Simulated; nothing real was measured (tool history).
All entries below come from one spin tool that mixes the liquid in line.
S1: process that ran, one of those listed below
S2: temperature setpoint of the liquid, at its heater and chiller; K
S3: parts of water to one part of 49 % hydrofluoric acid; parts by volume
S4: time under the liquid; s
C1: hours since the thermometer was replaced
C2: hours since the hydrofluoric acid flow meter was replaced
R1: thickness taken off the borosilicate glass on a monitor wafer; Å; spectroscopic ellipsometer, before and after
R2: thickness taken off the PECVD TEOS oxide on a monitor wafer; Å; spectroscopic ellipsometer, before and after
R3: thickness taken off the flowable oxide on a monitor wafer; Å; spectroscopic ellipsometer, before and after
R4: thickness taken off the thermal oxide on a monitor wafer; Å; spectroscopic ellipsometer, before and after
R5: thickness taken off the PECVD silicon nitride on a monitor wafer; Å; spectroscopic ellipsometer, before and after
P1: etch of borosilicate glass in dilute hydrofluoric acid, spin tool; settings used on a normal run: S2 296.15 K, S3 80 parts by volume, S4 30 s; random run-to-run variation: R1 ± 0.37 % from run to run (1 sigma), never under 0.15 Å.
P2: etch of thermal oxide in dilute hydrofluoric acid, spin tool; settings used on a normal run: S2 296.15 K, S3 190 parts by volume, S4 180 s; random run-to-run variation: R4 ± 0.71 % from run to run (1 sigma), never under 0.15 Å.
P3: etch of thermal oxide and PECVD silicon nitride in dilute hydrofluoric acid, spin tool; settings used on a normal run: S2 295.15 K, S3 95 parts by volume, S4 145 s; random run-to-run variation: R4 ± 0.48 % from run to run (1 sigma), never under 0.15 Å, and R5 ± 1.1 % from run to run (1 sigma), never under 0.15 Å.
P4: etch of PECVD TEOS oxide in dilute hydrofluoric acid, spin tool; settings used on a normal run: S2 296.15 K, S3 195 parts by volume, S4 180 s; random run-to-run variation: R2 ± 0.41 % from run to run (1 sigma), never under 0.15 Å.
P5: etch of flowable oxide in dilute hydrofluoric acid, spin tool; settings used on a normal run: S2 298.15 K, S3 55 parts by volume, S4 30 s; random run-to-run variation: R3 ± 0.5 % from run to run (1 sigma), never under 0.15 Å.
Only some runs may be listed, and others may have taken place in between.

{"run": 1, "hour": 10.9, "S1": "P1", "S2": 296.15, "S3": 80, "S4": 30, "C1": 210.1, "C2": 181.5, "R1": 89.975}
{"run": 2, "hour": 22.5, "S1": "P4", "S2": 296.15, "S3": 360, "S4": 180, "C1": 221.7, "C2": 193.1, "R2": 43.813}
{"run": 3, "hour": 30.8, "S1": "P5", "S2": 298.15, "S3": 55, "S4": 30, "C1": 230, "C2": 201.4, "R3": 213.73}
{"run": 4, "hour": 41.3, "S1": "P1", "S2": 296.15, "S3": 25, "S4": 55, "C1": 240.5, "C2": 211.9, "R1": 566.38}
{"run": 5, "hour": 52.6, "S1": "P3", "S2": 295.15, "S3": 95, "S4": 145, "C1": 251.8, "C2": 223.2, "R4": 65.438, "R5": 23.139}
{"run": 6, "hour": 65.2, "S1": "P1", "S2": 296.15, "S3": 80, "S4": 15, "C1": 264.4, "C2": 235.8, "R1": 45.217}
{"run": 7, "hour": 75.1, "S1": "P3", "S2": 295.15, "S3": 95, "S4": 55, "C1": 274.3, "C2": 245.7, "R4": 24.65, "R5": 8.5776}
{"run": 8, "hour": 82.9, "S1": "P1", "S2": 300.65, "S3": 80, "S4": 30, "C1": 282.1, "C2": 253.5, "R1": 107.51}
{"run": 9, "hour": 93.4, "S1": "P4", "S2": 296.15, "S3": 195, "S4": 180, "C1": 292.6, "C2": 264, "R2": 95.27}
{"run": 10, "hour": 101.0, "S1": "P1", "S2": 296.15, "S3": 40, "S4": 30, "C1": 300.2, "C2": 271.6, "R1": 189.99}
{"run": 11, "hour": 112.3, "S1": "P3", "S2": 295.15, "S3": 45, "S4": 145, "C1": 311.5, "C2": 282.9, "R4": 145.92, "R5": 47.504}
{"run": 12, "hour": 118.5, "S1": "P5", "S2": 298.15, "S3": 95, "S4": 30, "C1": 317.7, "C2": 289.1, "R3": 118.5}
{"run": 13, "hour": 124.4, "S1": "P3", "S2": 295.15, "S3": 95, "S4": 145, "C1": 323.6, "C2": 295, "R4": 64.599, "R5": 23.098}
{"run": 14, "hour": 137.2, "S1": "P4", "S2": 296.15, "S3": 195, "S4": 350, "C1": 336.4, "C2": 307.8, "R2": 185.45}
{"run": 15, "hour": 143.9, "S1": "P1", "S2": 292.65, "S3": 80, "S4": 15, "C1": 343.1, "C2": 314.5, "R1": 39.252}
{"run": 16, "hour": 151.7, "S1": "P1", "S2": 296.15, "S3": 80, "S4": 30, "C1": 350.9, "C2": 322.3, "R1": 90.125}
{"run": 17, "hour": 158.6, "S1": "P3", "S2": 290.15, "S3": 95, "S4": 145, "C1": 357.8, "C2": 329.2, "R4": 52.773, "R5": 16.736}
{"run": 18, "hour": 167.7, "S1": "P1", "S2": 296.15, "S3": 140, "S4": 30, "C1": 366.9, "C2": 338.3, "R1": 48.004}
{"run": 19, "hour": 180.0, "S1": "P4", "S2": 296.15, "S3": 195, "S4": 180, "C1": 379.2, "C2": 350.6, "R2": 94.473}
{"run": 20, "hour": 189.9, "S1": "P2", "S2": 300.15, "S3": 190, "S4": 180, "C1": 389.1, "C2": 360.5, "R4": 44.581}
{"run": 21, "hour": 198.2, "S1": "P2", "S2": 296.15, "S3": 190, "S4": 15, "C1": 397.4, "C2": 368.8, "R4": 3.4415}
{"run": 22, "hour": 206.3, "S1": "P2", "S2": 296.15, "S3": 190, "S4": 180, "C1": 405.5, "C2": 376.9, "R4": 38.718}
{"run": 23, "hour": 216.8, "S1": "P1", "S2": 296.15, "S3": 80, "S4": 55, "C1": 416, "C2": 387.4, "R1": 166.83}
{"run": 24, "hour": 223.8, "S1": "P1", "S2": 296.15, "S3": 135, "S4": 15, "C1": 423, "C2": 394.4, "R1": 25.052}
{"run": 25, "hour": 233.5, "S1": "P1", "S2": 296.15, "S3": 80, "S4": 30, "C1": 432.7, "C2": 404.1, "R1": 90.398}
{"run": 26, "hour": 241.4, "S1": "P1", "S2": 296.15, "S3": 80, "S4": 30, "C1": 440.6, "C2": 412, "R1": 90.114}
{"run": 27, "hour": 247.4, "S1": "P5", "S2": 292.65, "S3": 55, "S4": 30, "C1": 446.6, "C2": 418, "R3": 171.57}
{"run": 28, "hour": 253.0, "S1": "P5", "S2": 298.15, "S3": 55, "S4": 50, "C1": 452.2, "C2": 423.6, "R3": 361.06}
{"run": 29, "hour": 261.6, "S1": "P1", "S2": 290.15, "S3": 80, "S4": 30, "C1": 460.8, "C2": 432.2, "R1": 70.122}
{"run": 30, "hour": 273.9, "S1": "P2", "S2": 296.15, "S3": 85, "S4": 180, "C1": 473.1, "C2": 444.5, "R4": 95.857}
{"run": 31, "hour": 286.2, "S1": "P4", "S2": 290.15, "S3": 195, "S4": 180, "C1": 485.4, "C2": 456.8, "R2": 75.315}
{"run": 32, "hour": 294.2, "S1": "P1", "S2": 296.15, "S3": 80, "S4": 30, "C1": 493.4, "C2": 464.8, "R1": 89.773}
{"run": 33, "hour": 300.0, "S1": "P1", "S2": 296.15, "S3": 80, "S4": 30, "C1": 499.2, "C2": 470.6, "R1": 91.579}
{"run": 34, "hour": 312.0, "S1": "P1", "S2": 296.15, "S3": 80, "S4": 30, "C1": 511.2, "C2": 482.6, "R1": 94.911}
{"run": 35, "hour": 319.8, "S1": "P1", "S2": 296.15, "S3": 80, "S4": 30, "C1": 519, "C2": 490.4, "R1": 95.059}
{"run": 36, "hour": 326.2, "S1": "P1", "S2": 296.15, "S3": 80, "S4": 30, "C1": 525.4, "C2": 496.8, "R1": 96.093}
{"run": 37, "hour": 331.8, "S1": "P1", "S2": 296.15, "S3": 80, "S4": 30, "C1": 531, "C2": 502.4, "R1": 97.014}
{"run": 38, "hour": 341.3, "S1": "P1", "S2": 296.15, "S3": 80, "S4": 30, "C1": 540.5, "C2": 511.9, "R1": 97.377}
{"run": 39, "hour": 350.6, "S1": "P1", "S2": 296.15, "S3": 80, "S4": 30, "C1": 549.8, "C2": 521.2, "R1": 97.729}
{"run": 40, "hour": 359.9, "S1": "P1", "S2": 296.15, "S3": 80, "S4": 30, "C1": 559.1, "C2": 530.5, "R1": 98.804}
{"run": 41, "hour": 366.8, "S1": "P1", "S2": 296.15, "S3": 80, "S4": 30, "C1": 566, "C2": 537.4, "R1": 98.171}
{"run": 42, "hour": 379.0, "S1": "P1", "S2": 296.15, "S3": 80, "S4": 30, "C1": 578.2, "C2": 549.6, "R1": 98.609}
{"run": 43, "hour": 390.0, "S1": "P1", "S2": 296.15, "S3": 80, "S4": 30, "C1": 589.2, "C2": 560.6, "R1": 98.157}

Something has made what P1 gives creep away from where it was; the 2 causes below, each at its own stated size, fit the log equally well:
A: liquid hotter than its thermometer reads (K) = 2.1
B: hydrofluoric acid flow above the setpoint (%) = 7.98
The onset of the drift is placed at about hour 294.2.

Of the 4 check runs below, each run on 2 wafers with the results averaged and each result still a question mark, which one would tell the listed causes apart?
{"run": "check 1", "hour": 401.0, "S1": "P3", "S2": 290.15, "S3": 95, "S4": 145, "R4": "?", "R5": "?"}
{"run": "check 2", "hour": 401.0, "S1": "P2", "S2": 296.15, "S3": 85, "S4": 60, "R4": "?"}
{"run": "check 3", "hour": 401.0, "S1": "P4", "S2": 290.15, "S3": 195, "S4": 180, "R2": "?"}
{"run": "check 4", "hour": 401.0, "S1": "P5", "S2": 293.65, "S3": 55, "S4": 50, "R3": "?"}

Predicted outcomes, by check and by cause:
check=check_1 result=R4 if_A=57.728 if_B=57.505
check=check_1 result=R5 if_A=19.076 if_B=17.766
check=check_2 result=R4 if_A=34.964 if_B=34.979
check=check_3 result=R2 if_A=81.903 if_B=82.485
check=check_4 result=R3 if_A=324.71 if_B=322.71
Minimum pairwise separation of causes per check, each pair taken at its best-separating result: check 1 7.11 %; check 2 0.04 %; check 3 0.71 %; check 4 0.62 %
Only in check 1 would the causes give clearly different results; in the remaining checks their results would be nearly the same.

Running check 1 produced the following: R4 57.568 Å; R5 19.013 Å. Which one of the listed causes fits?

Of the candidate causes, it is A: liquid hotter than its thermometer reads (K).

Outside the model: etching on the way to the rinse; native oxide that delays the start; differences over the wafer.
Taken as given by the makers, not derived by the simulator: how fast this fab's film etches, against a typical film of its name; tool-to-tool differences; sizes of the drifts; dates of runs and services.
